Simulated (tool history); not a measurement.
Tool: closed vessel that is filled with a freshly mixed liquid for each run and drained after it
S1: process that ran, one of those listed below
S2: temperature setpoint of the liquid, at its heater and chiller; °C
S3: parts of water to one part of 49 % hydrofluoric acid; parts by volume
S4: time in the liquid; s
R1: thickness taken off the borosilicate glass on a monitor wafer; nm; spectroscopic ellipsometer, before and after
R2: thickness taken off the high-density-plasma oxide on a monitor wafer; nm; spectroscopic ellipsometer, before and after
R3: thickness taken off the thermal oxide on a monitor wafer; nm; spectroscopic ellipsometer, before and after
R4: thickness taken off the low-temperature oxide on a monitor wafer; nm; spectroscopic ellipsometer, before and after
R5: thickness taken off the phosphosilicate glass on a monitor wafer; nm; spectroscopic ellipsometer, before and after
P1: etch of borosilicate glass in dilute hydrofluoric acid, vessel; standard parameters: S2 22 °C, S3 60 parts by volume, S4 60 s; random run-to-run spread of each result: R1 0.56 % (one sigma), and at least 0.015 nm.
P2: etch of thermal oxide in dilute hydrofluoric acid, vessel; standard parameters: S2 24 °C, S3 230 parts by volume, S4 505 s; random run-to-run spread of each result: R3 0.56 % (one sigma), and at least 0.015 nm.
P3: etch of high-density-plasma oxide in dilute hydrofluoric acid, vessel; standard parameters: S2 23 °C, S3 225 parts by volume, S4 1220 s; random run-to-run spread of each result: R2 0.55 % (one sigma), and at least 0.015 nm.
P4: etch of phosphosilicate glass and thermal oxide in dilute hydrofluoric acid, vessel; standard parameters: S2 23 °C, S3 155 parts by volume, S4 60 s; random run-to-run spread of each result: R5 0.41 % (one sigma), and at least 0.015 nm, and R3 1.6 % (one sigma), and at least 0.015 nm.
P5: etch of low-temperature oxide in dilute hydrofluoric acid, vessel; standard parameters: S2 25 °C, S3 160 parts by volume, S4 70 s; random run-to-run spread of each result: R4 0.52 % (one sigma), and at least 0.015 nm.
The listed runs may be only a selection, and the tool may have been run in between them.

| run | hour | S1 | S2 | S3 | S4 | R1 | R2 | R3 | R4 | R5 |
|---|---|---|---|---|---|---|---|---|---|---|
| 1 | 6 | P1 | 22 | 60 | 60 | 22.764 |  |  |  |  |
| 2 | 13.6 | P3 | 23 | 225 | 2260 |  | 54.319 |  |  |  |
| 3 | 18.6 | P2 | 24 | 230 | 505 |  |  | 8.4544 |  |  |
| 4 | 26.4 | P5 | 25 | 160 | 70 |  |  |  | 4.534 |  |
| 5 | 33.8 | P2 | 17.5 | 230 | 505 |  |  | 6.6369 |  |  |
| 6 | 42.6 | P5 | 25 | 35 | 70 |  |  |  | 24.312 |  |
| 7 | 49.8 | P5 | 25 | 160 | 70 |  |  |  | 4.529 |  |
| 8 | 54.8 | P1 | 28.5 | 60 | 60 | 29.923 |  |  |  |  |
| 9 | 62.7 | P1 | 18 | 35 | 60 | 33.915 |  |  |  |  |
| 10 | 71.1 | P4 | 23 | 155 | 60 |  |  | 1.5797 |  | 52.656 |
| 11 | 80 | P1 | 22 | 60 | 115 | 43.523 |  |  |  |  |
| 12 | 85.6 | P1 | 17 | 60 | 60 | 18.479 |  |  |  |  |
| 13 | 90.9 | P2 | 24 | 230 | 505 |  |  | 8.4832 |  |  |
| 14 | 95.1 | P1 | 22 | 60 | 60 | 22.744 |  |  |  |  |
| 15 | 102.2 | P4 | 27 | 155 | 60 |  |  | 1.8626 |  | 60.534 |
| 16 | 110.3 | P4 | 23 | 155 | 30 |  |  | 0.77151 |  | 26.025 |
| 17 | 119.8 | P1 | 22 | 60 | 30 | 11.485 |  |  |  |  |
| 18 | 126.2 | P1 | 22 | 20 | 30 | 36.288 |  |  |  |  |
| 19 | 133.3 | P1 | 22 | 60 | 60 | 22.997 |  |  |  |  |
| 20 | 142.4 | P5 | 32 | 160 | 70 |  |  |  | 5.9035 |  |
| 21 | 149.9 | P3 | 31 | 225 | 1220 |  | 38.806 |  |  |  |
| 22 | 158.1 | P2 | 24 | 70 | 505 |  |  | 33.379 |  |  |
| 23 | 165.8 | P1 | 22 | 60 | 60 | 22.934 |  |  |  |  |
| 24 | 171.3 | P1 | 22 | 30 | 60 | 47.469 |  |  |  |  |
| 25 | 179.1 | P3 | 23 | 410 | 1220 |  | 13.429 |  |  |  |
| 26 | 186.1 | P1 | 22 | 30 | 105 | 82.976 |  |  |  |  |
| 27 | 191.6 | P3 | 23 | 225 | 1220 |  | 29.447 |  |  |  |
| 28 | 198.6 | P3 | 23 | 225 | 1220 |  | 29.176 |  |  |  |
| 29 | 206.2 | P1 | 22 | 60 | 60 | 22.714 |  |  |  |  |
| 30 | 213.4 | P1 | 22 | 80 | 60 | 16.661 |  |  |  |  |
| 31 | 218.4 | P1 | 22 | 60 | 60 | 22.975 |  |  |  |  |
| 32 | 223.4 | P5 | 25 | 160 | 120 |  |  |  | 7.9178 |  |
| 33 | 227.9 | P2 | 24 | 230 | 105 |  |  | 1.7532 |  |  |
| 34 | 232.7 | P4 | 23 | 35 | 60 |  |  | 8.1115 |  | 266.66 |
| 35 | 241.2 | P1 | 22 | 60 | 60 | 22.604 |  |  |  |  |
| 36 | 248.6 | P1 | 22 | 60 | 60 | 22.328 |  |  |  |  |
| 37 | 257.7 | P1 | 22 | 60 | 60 | 21.935 |  |  |  |  |

The next listed run, before its measurement:
| 38 | 266 | P1 | 22 | 60 | 60 | ? |  |  |  |  |

R1: 21.777 nm

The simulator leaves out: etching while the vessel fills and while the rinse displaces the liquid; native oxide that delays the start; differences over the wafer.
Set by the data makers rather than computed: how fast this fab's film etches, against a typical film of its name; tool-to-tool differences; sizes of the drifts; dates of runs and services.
